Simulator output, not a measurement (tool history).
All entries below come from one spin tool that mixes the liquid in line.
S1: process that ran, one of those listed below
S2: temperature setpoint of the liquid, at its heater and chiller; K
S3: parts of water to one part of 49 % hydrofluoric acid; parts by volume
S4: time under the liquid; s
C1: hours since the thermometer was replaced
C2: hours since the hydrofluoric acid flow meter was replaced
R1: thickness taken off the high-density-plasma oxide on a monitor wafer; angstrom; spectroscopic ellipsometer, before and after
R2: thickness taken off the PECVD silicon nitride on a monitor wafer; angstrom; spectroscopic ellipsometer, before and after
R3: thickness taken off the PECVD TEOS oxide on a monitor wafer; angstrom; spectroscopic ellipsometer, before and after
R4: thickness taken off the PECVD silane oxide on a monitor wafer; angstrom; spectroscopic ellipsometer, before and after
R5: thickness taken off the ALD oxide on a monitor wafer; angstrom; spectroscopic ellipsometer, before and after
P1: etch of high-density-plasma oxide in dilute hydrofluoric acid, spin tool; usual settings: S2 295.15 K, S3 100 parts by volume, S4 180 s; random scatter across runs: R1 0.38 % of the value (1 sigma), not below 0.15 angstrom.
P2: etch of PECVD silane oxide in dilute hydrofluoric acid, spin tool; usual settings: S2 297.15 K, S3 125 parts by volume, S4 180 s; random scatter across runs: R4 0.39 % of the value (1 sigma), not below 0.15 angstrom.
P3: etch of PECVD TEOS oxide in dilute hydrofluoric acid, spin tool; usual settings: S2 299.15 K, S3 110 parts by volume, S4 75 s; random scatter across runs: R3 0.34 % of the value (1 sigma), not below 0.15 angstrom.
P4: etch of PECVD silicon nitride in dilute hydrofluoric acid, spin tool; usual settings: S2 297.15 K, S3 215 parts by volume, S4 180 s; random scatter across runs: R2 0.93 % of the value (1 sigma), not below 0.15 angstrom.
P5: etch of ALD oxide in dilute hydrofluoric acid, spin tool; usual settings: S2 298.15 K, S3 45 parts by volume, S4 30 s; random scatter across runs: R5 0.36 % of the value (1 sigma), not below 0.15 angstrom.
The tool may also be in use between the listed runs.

{"run": 1, "hour": 5.4, "S1": "P1", "S2": 295.15, "S3": 100, "S4": 180, "C1": 1444.1, "C2": 338.3, "R1": 121.98}
{"run": 2, "hour": 13.8, "S1": "P1", "S2": 290.15, "S3": 100, "S4": 180, "C1": 1452.5, "C2": 346.7, "R1": 99.815}
{"run": 3, "hour": 22.3, "S1": "P4", "S2": 297.15, "S3": 215, "S4": 180, "C1": 1461, "C2": 355.2, "R2": 27.058}
{"hour": 23.8, "done": "hydrofluoric acid flow meter replaced"}
{"run": 4, "hour": 32.3, "S1": "P3", "S2": 307.15, "S3": 110, "S4": 75, "C1": 1471, "C2": 8.5, "R3": 101.67}
{"run": 5, "hour": 42.0, "S1": "P1", "S2": 295.15, "S3": 175, "S4": 320, "C1": 1480.7, "C2": 18.2, "R1": 113.11}
{"run": 6, "hour": 50.1, "S1": "P1", "S2": 303.15, "S3": 155, "S4": 180, "C1": 1488.8, "C2": 26.3, "R1": 99.984}
{"run": 7, "hour": 58.2, "S1": "P1", "S2": 295.15, "S3": 155, "S4": 180, "C1": 1496.9, "C2": 34.4, "R1": 74.086}
{"run": 8, "hour": 68.3, "S1": "P1", "S2": 295.15, "S3": 100, "S4": 180, "C1": 1507, "C2": 44.5, "R1": 121.31}
{"run": 9, "hour": 77.6, "S1": "P1", "S2": 295.15, "S3": 100, "S4": 50, "C1": 1516.3, "C2": 53.8, "R1": 33.887}
{"run": 10, "hour": 87.5, "S1": "P2", "S2": 297.15, "S3": 125, "S4": 295, "C1": 1526.2, "C2": 63.7, "R4": 515.75}
{"run": 11, "hour": 92.7, "S1": "P3", "S2": 299.15, "S3": 110, "S4": 75, "C1": 1531.4, "C2": 68.9, "R3": 75.64}
{"run": 12, "hour": 98.0, "S1": "P2", "S2": 290.15, "S3": 125, "S4": 180, "C1": 1536.7, "C2": 74.2, "R4": 236.61}
{"run": 13, "hour": 108.4, "S1": "P2", "S2": 297.15, "S3": 60, "S4": 180, "C1": 1547.1, "C2": 84.6, "R4": 710.04}
{"run": 14, "hour": 116.0, "S1": "P1", "S2": 295.15, "S3": 100, "S4": 180, "C1": 1554.7, "C2": 92.2, "R1": 121.76}
{"run": 15, "hour": 121.6, "S1": "P1", "S2": 295.15, "S3": 100, "S4": 180, "C1": 1560.3, "C2": 97.8, "R1": 121.6}
{"run": 16, "hour": 129.8, "S1": "P1", "S2": 295.15, "S3": 100, "S4": 300, "C1": 1568.5, "C2": 106, "R1": 203.75}
{"run": 17, "hour": 136.1, "S1": "P5", "S2": 298.15, "S3": 25, "S4": 30, "C1": 1574.8, "C2": 112.3, "R5": 404.07}
{"run": 18, "hour": 142.5, "S1": "P1", "S2": 295.15, "S3": 55, "S4": 180, "C1": 1581.2, "C2": 118.7, "R1": 231.91}
{"run": 19, "hour": 147.2, "S1": "P1", "S2": 302.15, "S3": 100, "S4": 180, "C1": 1585.9, "C2": 123.4, "R1": 160.76}
{"run": 20, "hour": 155.3, "S1": "P4", "S2": 297.15, "S3": 215, "S4": 60, "C1": 1594, "C2": 131.5, "R2": 9.0467}
{"run": 21, "hour": 164.2, "S1": "P5", "S2": 305.65, "S3": 45, "S4": 30, "C1": 1602.9, "C2": 140.4, "R5": 296.67}
{"run": 22, "hour": 170.2, "S1": "P5", "S2": 298.15, "S3": 45, "S4": 30, "C1": 1608.9, "C2": 146.4, "R5": 218.85}
{"run": 23, "hour": 176.9, "S1": "P3", "S2": 299.15, "S3": 110, "S4": 120, "C1": 1615.6, "C2": 153.1, "R3": 121.36}
{"run": 24, "hour": 184.1, "S1": "P3", "S2": 299.15, "S3": 110, "S4": 75, "C1": 1622.8, "C2": 160.3, "R3": 76.167}
{"run": 25, "hour": 191.3, "S1": "P5", "S2": 298.15, "S3": 45, "S4": 30, "C1": 1630, "C2": 167.5, "R5": 219.3}
{"run": 26, "hour": 197.6, "S1": "P2", "S2": 297.15, "S3": 125, "S4": 180, "C1": 1636.3, "C2": 173.8, "R4": 312.56}
{"run": 27, "hour": 205.7, "S1": "P5", "S2": 298.15, "S3": 45, "S4": 55, "C1": 1644.4, "C2": 181.9, "R5": 403.62}
{"run": 28, "hour": 211.6, "S1": "P4", "S2": 302.65, "S3": 215, "S4": 180, "C1": 1650.3, "C2": 187.8, "R2": 37.654}
{"run": 29, "hour": 216.7, "S1": "P3", "S2": 299.15, "S3": 185, "S4": 75, "C1": 1655.4, "C2": 192.9, "R3": 41.45}
{"run": 30, "hour": 223.5, "S1": "P4", "S2": 297.15, "S3": 60, "S4": 180, "C1": 1662.2, "C2": 199.7, "R2": 95.748}
{"run": 31, "hour": 230.8, "S1": "P1", "S2": 295.15, "S3": 100, "S4": 180, "C1": 1669.5, "C2": 207, "R1": 121.62}
{"run": 32, "hour": 237.6, "S1": "P1", "S2": 295.15, "S3": 100, "S4": 180, "C1": 1676.3, "C2": 213.8, "R1": 117.95}
{"run": 33, "hour": 243.9, "S1": "P1", "S2": 295.15, "S3": 100, "S4": 180, "C1": 1682.6, "C2": 220.1, "R1": 115.26}
{"run": 34, "hour": 253.3, "S1": "P1", "S2": 295.15, "S3": 100, "S4": 180, "C1": 1692, "C2": 229.5, "R1": 113.61}
{"run": 35, "hour": 258.0, "S1": "P1", "S2": 295.15, "S3": 100, "S4": 180, "C1": 1696.7, "C2": 234.2, "R1": 113.11}
{"run": 36, "hour": 267.2, "S1": "P1", "S2": 295.15, "S3": 100, "S4": 180, "C1": 1705.9, "C2": 243.4, "R1": 112.58}
{"run": 37, "hour": 275.7, "S1": "P1", "S2": 295.15, "S3": 100, "S4": 180, "C1": 1714.4, "C2": 251.9, "R1": 112.42}

What P1 gives has crept away from where it was. These 2 causes fit the log equally well, each at the size given:
A: hydrofluoric acid flow below the setpoint (%) = 6.92
B: liquid colder than its thermometer reads (K) = 1.98
Creep in the process output first set in at about hour 230.8.

4 check runs are offered, each on 2 wafers whose results are averaged, their results left as question marks. Which one tells the causes apart?
{"run": "check 1", "hour": 284.2, "S1": "P5", "S2": 298.15, "S3": 45, "S4": 30, "R5": "?"}
{"run": "check 2", "hour": 284.2, "S1": "P3", "S2": 299.15, "S3": 110, "S4": 75, "R3": "?"}
{"run": "check 3", "hour": 284.2, "S1": "P2", "S2": 297.15, "S3": 125, "S4": 180, "R4": "?"}
{"run": "check 4", "hour": 284.2, "S1": "P4", "S2": 297.15, "S3": 215, "S4": 180, "R2": "?"}

What every check run would give for each of its results, assuming each possible cause in turn:
check=check_1 result=R5 if_A=203.17 if_B=202.07
check=check_2 result=R3 if_A=69.815 if_B=70.157
check=check_3 result=R4 if_A=288.4 if_B=289.8
check=check_4 result=R2 if_A=25.288 if_B=23.942
How far apart the two closest causes lie, in the result that separates them most: check 1 0.54 %; check 2 0.49 %; check 3 0.48 %; check 4 5.47 %
Only check 4 tells the causes apart: in the others they would give nearly the same result.

Running check 4 produced the following: R2 24.037 angstrom. Which one of the listed causes fits?

The cause is B: liquid colder than its thermometer reads (K).
